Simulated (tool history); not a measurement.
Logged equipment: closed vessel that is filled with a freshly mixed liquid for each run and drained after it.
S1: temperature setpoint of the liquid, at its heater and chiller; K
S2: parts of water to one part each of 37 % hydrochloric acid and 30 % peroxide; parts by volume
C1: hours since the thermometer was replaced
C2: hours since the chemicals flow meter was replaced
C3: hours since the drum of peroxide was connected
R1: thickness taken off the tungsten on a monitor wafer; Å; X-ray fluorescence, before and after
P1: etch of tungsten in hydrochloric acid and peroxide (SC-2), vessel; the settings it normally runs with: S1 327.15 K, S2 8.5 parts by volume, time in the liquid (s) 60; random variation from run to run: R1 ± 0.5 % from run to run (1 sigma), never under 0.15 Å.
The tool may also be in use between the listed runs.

Run 1, hour 12.7: S1 327.15 K, S2 8.5 parts by volume, time in the liquid (s) 60; C1 293.8; C2 1175.4; C3 69.3. Result: R1 288.61 Å.
Run 2, hour 25.8: S1 311.15 K, S2 8.5 parts by volume, time in the liquid (s) 60; C1 306.9; C2 1188.5; C3 82.4. Result: R1 95.899 Å.
Run 3, hour 41.7: S1 327.15 K, S2 4 parts by volume, time in the liquid (s) 60; C1 322.8; C2 1204.4; C3 98.3. Result: R1 502.02 Å.
Run 4, hour 53.2: S1 327.15 K, S2 8.5 parts by volume, time in the liquid (s) 60; C1 334.3; C2 1215.9; C3 109.8. Result: R1 287.02 Å.
Run 5, hour 62.3: S1 327.15 K, S2 8.5 parts by volume, time in the liquid (s) 115; C1 343.4; C2 1225; C3 118.9. Result: R1 552.96 Å.
Run 6, hour 76.1: S1 317.15 K, S2 8.5 parts by volume, time in the liquid (s) 95; C1 357.2; C2 1238.8; C3 132.7. Result: R1 233.8 Å.
Run 7, hour 90.7: S1 327.15 K, S2 8.5 parts by volume, time in the liquid (s) 60; C1 371.8; C2 1253.4; C3 147.3. Result: R1 288.97 Å.
Run 8, hour 98.7: S1 327.15 K, S2 8.5 parts by volume, time in the liquid (s) 60; C1 379.8; C2 1261.4; C3 155.3. Result: R1 288.29 Å.
Run 9, hour 108.1: S1 327.15 K, S2 15 parts by volume, time in the liquid (s) 60; C1 389.2; C2 1270.8; C3 164.7. Result: R1 177.25 Å.
At hour 114.3: new drum of peroxide connected.
Run 10, hour 120.7: S1 327.15 K, S2 8.5 parts by volume, time in the liquid (s) 30; C1 401.8; C2 1283.4; C3 6.5. Result: R1 144.29 Å.
At hour 124.8: chemicals flow meter replaced.
Run 11, hour 134.1: S1 327.15 K, S2 8.5 parts by volume, time in the liquid (s) 60; C1 415.2; C2 9.4; C3 19.9. Result: R1 286.84 Å.
Run 12, hour 143.3: S1 327.15 K, S2 13.5 parts by volume, time in the liquid (s) 30; C1 424.4; C2 18.6; C3 29.1. Result: R1 96.858 Å.
Run 13, hour 157.5: S1 340.15 K, S2 8.5 parts by volume, time in the liquid (s) 30; C1 438.6; C2 32.8; C3 43.3. Result: R1 322.82 Å.
Run 14, hour 166: S1 338.65 K, S2 8.5 parts by volume, time in the liquid (s) 60; C1 447.1; C2 41.3; C3 51.8. Result: R1 592 Å.
Run 15, hour 178: S1 327.15 K, S2 8.5 parts by volume, time in the liquid (s) 60; C1 459.1; C2 53.3; C3 63.8. Result: R1 287.27 Å.
Run 16, hour 192.6: S1 327.15 K, S2 8.5 parts by volume, time in the liquid (s) 60; C1 473.7; C2 67.9; C3 78.4. Result: R1 297.33 Å.
Run 17, hour 201.8: S1 327.15 K, S2 8.5 parts by volume, time in the liquid (s) 60; C1 482.9; C2 77.1; C3 87.6. Result: R1 303.02 Å.
Run 18, hour 213.7: S1 327.15 K, S2 8.5 parts by volume, time in the liquid (s) 60; C1 494.8; C2 89; C3 99.5. Result: R1 307.37 Å.
Run 19, hour 228.8: S1 327.15 K, S2 8.5 parts by volume, time in the liquid (s) 60; C1 509.9; C2 104.1; C3 114.6. Result: R1 309.86 Å.
Run 20, hour 238.3: S1 327.15 K, S2 8.5 parts by volume, time in the liquid (s) 60; C1 519.4; C2 113.6; C3 124.1. Result: R1 309.68 Å.
Run 21, hour 248.7: S1 327.15 K, S2 8.5 parts by volume, time in the liquid (s) 60; C1 529.8; C2 124; C3 134.5. Result: R1 312.12 Å.
Run 22, hour 259.7: S1 327.15 K, S2 8.5 parts by volume, time in the liquid (s) 60; C1 540.8; C2 135; C3 145.5. Result: R1 312.24 Å.
Run 23, hour 268.8: S1 327.15 K, S2 8.5 parts by volume, time in the liquid (s) 60; C1 549.9; C2 144.1; C3 154.6. Result: R1 313.85 Å.
Run 24, hour 285.7: S1 327.15 K, S2 8.5 parts by volume, time in the liquid (s) 60; C1 566.8; C2 161; C3 171.5. Result: R1 311.27 Å.

The output of P1 has drifted from where it used to be. Each of the 2 causes below, taken at the size shown beside it, accounts for the log equally well:
A: chemicals flow above the setpoint (%) = 10.9
B: liquid hotter than its thermometer reads (K) = 1.28
The onset of the drift is placed at about hour 178.
Ruled out, with reasons:
peroxide weaker than its label (%): at its largest 8, which would move R1 by -7.3 %, too little to match the creep or of the wrong sign

Which of the 4 check runs listed below, each an average over 3 wafers with its results shown as question marks, gives clearly different results under the different listed causes?
Run check 1, hour 302.6: S1 327.15 K, S2 14 parts by volume, time in the liquid (s) 95. Result: R1 ?.
Run check 2, hour 302.6: S1 327.15 K, S2 14 parts by volume, time in the liquid (s) 60. Result: R1 ?.
Run check 3, hour 302.6: S1 315.65 K, S2 8.5 parts by volume, time in the liquid (s) 60. Result: R1 ?.
Run check 4, hour 302.6: S1 311.65 K, S2 4 parts by volume, time in the liquid (s) 60. Result: R1 ?.

Check results expected under each cause:
  check  result    if A    if B
check 1      R1  327.26  324.99
check 2      R1  206.69  205.26
check 3      R1  144.03  144.92
check 4      R1  187.05  191.52
Distance between the nearest two causes, measured in the result of the check that separates them most: check 1 0.7 %; check 2 0.7 %; check 3 0.62 %; check 4 2.36 %
The causes can be told apart only by check 4. The other checks would give nearly the same results under each of them.

The results of check 4 are: R1 191.25 Å. Based on these, which of the listed causes is it?

Of the candidate causes, it is B: liquid hotter than its thermometer reads (K).
